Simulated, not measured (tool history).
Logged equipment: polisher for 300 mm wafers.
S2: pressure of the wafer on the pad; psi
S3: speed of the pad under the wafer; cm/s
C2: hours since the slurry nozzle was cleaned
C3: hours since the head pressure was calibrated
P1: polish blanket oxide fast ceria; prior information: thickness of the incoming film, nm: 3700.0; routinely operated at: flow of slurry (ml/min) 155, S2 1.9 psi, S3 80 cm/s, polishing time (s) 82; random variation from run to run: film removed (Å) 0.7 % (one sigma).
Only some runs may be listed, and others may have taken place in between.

Run 1, hour 4.5: flow of slurry (ml/min) 155, S2 1.9 psi, S3 80 cm/s, polishing time (s) 82; wafers polished on this pad 326; C2 69.4; C3 516.3. Result: film removed (Å) 6690.8.
Run 2, hour 7.6: flow of slurry (ml/min) 155, S2 1.9 psi, S3 80 cm/s, polishing time (s) 82; wafers polished on this pad 348; C2 72.5; C3 519.4. Result: film removed (Å) 6775.6.
Run 3, hour 10.9: flow of slurry (ml/min) 155, S2 2.9 psi, S3 80 cm/s, polishing time (s) 82; wafers polished on this pad 371; C2 75.8; C3 522.7. Result: film removed (Å) 10246.0.
Run 4, hour 15.2: flow of slurry (ml/min) 95, S2 1.9 psi, S3 80 cm/s, polishing time (s) 82; wafers polished on this pad 401; C2 80.1; C3 527.0. Result: film removed (Å) 6075.1.
Run 5, hour 17.8: flow of slurry (ml/min) 240, S2 1.9 psi, S3 80 cm/s, polishing time (s) 82; wafers polished on this pad 419; C2 82.7; C3 529.6. Result: film removed (Å) 7129.0.
At hour 17.9: slurry nozzle cleaned.
Run 6, hour 22.1: flow of slurry (ml/min) 155, S2 1.9 psi, S3 80 cm/s, polishing time (s) 58; wafers polished on this pad 449; C2 4.3; C3 533.9. Result: film removed (Å) 4737.9.
Run 7, hour 24.9: flow of slurry (ml/min) 155, S2 1.9 psi, S3 46 cm/s, polishing time (s) 82; wafers polished on this pad 469; C2 7.1; C3 536.7. Result: film removed (Å) 3831.8.
Run 8, hour 29.7: flow of slurry (ml/min) 155, S2 1.3 psi, S3 80 cm/s, polishing time (s) 82; wafers polished on this pad 502; C2 11.9; C3 541.5. Result: film removed (Å) 4541.1.
Run 9, hour 34.3: flow of slurry (ml/min) 155, S2 1.9 psi, S3 104 cm/s, polishing time (s) 82; wafers polished on this pad 534; C2 16.5; C3 546.1. Result: film removed (Å) 8716.8.
Run 10, hour 37.6: flow of slurry (ml/min) 155, S2 1.9 psi, S3 80 cm/s, polishing time (s) 82; wafers polished on this pad 557; C2 19.8; C3 549.4. Result: film removed (Å) 6651.9.
Run 11, hour 43.1: flow of slurry (ml/min) 155, S2 1.9 psi, S3 80 cm/s, polishing time (s) 82; wafers polished on this pad 596; C2 25.3; C3 554.9. Result: film removed (Å) 6710.4.
Run 12, hour 48.0: flow of slurry (ml/min) 155, S2 1.9 psi, S3 80 cm/s, polishing time (s) 82; wafers polished on this pad 630; C2 30.2; C3 559.8. Result: film removed (Å) 6769.7.
Run 13, hour 52.6: flow of slurry (ml/min) 155, S2 1.9 psi, S3 80 cm/s, polishing time (s) 82; wafers polished on this pad 662; C2 34.8; C3 564.4. Result: film removed (Å) 6727.3.
Run 14, hour 56.7: flow of slurry (ml/min) 95, S2 2.7 psi, S3 80 cm/s, polishing time (s) 82; wafers polished on this pad 690; C2 38.9; C3 568.5. Result: film removed (Å) 8577.5.
Run 15, hour 60.6: flow of slurry (ml/min) 155, S2 1.9 psi, S3 80 cm/s, polishing time (s) 125; wafers polished on this pad 718; C2 42.8; C3 572.4. Result: film removed (Å) 10299.0.
Run 16, hour 63.4: flow of slurry (ml/min) 155, S2 1.9 psi, S3 80 cm/s, polishing time (s) 82; wafers polished on this pad 737; C2 45.6; C3 575.2. Result: film removed (Å) 6714.2.
Run 17, hour 66.4: flow of slurry (ml/min) 155, S2 1.9 psi, S3 80 cm/s, polishing time (s) 82; wafers polished on this pad 758; C2 48.6; C3 578.2. Result: film removed (Å) 6695.6.
Run 18, hour 71.1: flow of slurry (ml/min) 155, S2 1.9 psi, S3 80 cm/s, polishing time (s) 82; wafers polished on this pad 791; C2 53.3; C3 582.9. Result: film removed (Å) 6528.2.
Run 19, hour 74.1: flow of slurry (ml/min) 155, S2 1.9 psi, S3 80 cm/s, polishing time (s) 82; wafers polished on this pad 812; C2 56.3; C3 585.9. Result: film removed (Å) 6431.0.
Run 20, hour 77.0: flow of slurry (ml/min) 155, S2 1.9 psi, S3 80 cm/s, polishing time (s) 82; wafers polished on this pad 832; C2 59.2; C3 588.8. Result: film removed (Å) 6311.9.
At hour 78.6: worn pad replaced by a new one.
Run 21, hour 82.7: flow of slurry (ml/min) 155, S2 1.9 psi, S3 80 cm/s, polishing time (s) 82; wafers polished on this pad 28; C2 64.9; C3 594.5. Result: film removed (Å) 6090.9.
Run 22, hour 85.8: flow of slurry (ml/min) 155, S2 1.9 psi, S3 80 cm/s, polishing time (s) 82; wafers polished on this pad 50; C2 68.0; C3 597.6. Result: film removed (Å) 6203.9.
Run 23, hour 88.9: flow of slurry (ml/min) 155, S2 1.9 psi, S3 80 cm/s, polishing time (s) 82; wafers polished on this pad 72; C2 71.1; C3 600.7. Result: film removed (Å) 6171.3.
Run 24, hour 91.4: flow of slurry (ml/min) 155, S2 1.9 psi, S3 80 cm/s, polishing time (s) 82; wafers polished on this pad 89; C2 73.6; C3 603.2. Result: film removed (Å) 6094.8.
Run 25, hour 94.0: flow of slurry (ml/min) 155, S2 1.9 psi, S3 80 cm/s, polishing time (s) 82; wafers polished on this pad 107; C2 76.2; C3 605.8. Result: film removed (Å) 6090.4.
Run 26, hour 96.5: flow of slurry (ml/min) 155, S2 1.9 psi, S3 80 cm/s, polishing time (s) 82; wafers polished on this pad 125; C2 78.7; C3 608.3. Result: film removed (Å) 6064.9.
Run 27, hour 99.8: flow of slurry (ml/min) 155, S2 1.9 psi, S3 80 cm/s, polishing time (s) 82; wafers polished on this pad 148; C2 82.0; C3 611.6. Result: film removed (Å) 6085.0.

Something has made what P1 gives creep away from where it was; the 2 causes below, each at its own stated size, fit the log equally well:
A: head's pressure below its setpoint, % = 9.76
B: slurry flow missing at the pad, % = 38.5
The gradual shift began around hour 66.4.
Every other cause this tool's parts could produce, and why it does not fit the log:
removal rate lost through wear of the pad, %: serviced after onset, at hour 78.6, with no recovery of the prior output

The 4 check runs listed below each average the results of 3 wafers, and their outcomes are marked with question marks. Under which run would the listed causes produce clearly different results?
Run check 1, hour 103.1: flow of slurry (ml/min) 155, S2 1.4 psi, S3 80 cm/s, polishing time (s) 82. Result: film removed (Å) ?.
Run check 2, hour 103.1: flow of slurry (ml/min) 155, S2 1.9 psi, S3 64 cm/s, polishing time (s) 82. Result: film removed (Å) ?.
Run check 3, hour 103.1: flow of slurry (ml/min) 155, S2 2.8 psi, S3 80 cm/s, polishing time (s) 82. Result: film removed (Å) ?.
Run check 4, hour 103.1: flow of slurry (ml/min) 115, S2 1.9 psi, S3 80 cm/s, polishing time (s) 82. Result: film removed (Å) ?.

Expected result of each check under each candidate cause:
  check            result    if A    if B
check 1  film removed (Å)  4470.8  4471.7
check 2  film removed (Å)  4854.1  4855.0
check 3  film removed (Å)  8941.7  8943.4
check 4  film removed (Å)  5728.2  5554.5
Gap, in per cent, between the two causes that each check separates least, read from the result that separates them most: check 1 0.02 %; check 2 0.02 %; check 3 0.02 %; check 4 3.08 %
The other checks would show nearly matching results whichever cause is true, so check 4 is the only one that separates the causes.

Running check 4 produced the following: film removed (Å) 5585.4. Which one of the listed causes fits?

The correct cause is B, namely: slurry flow missing at the pad, %.
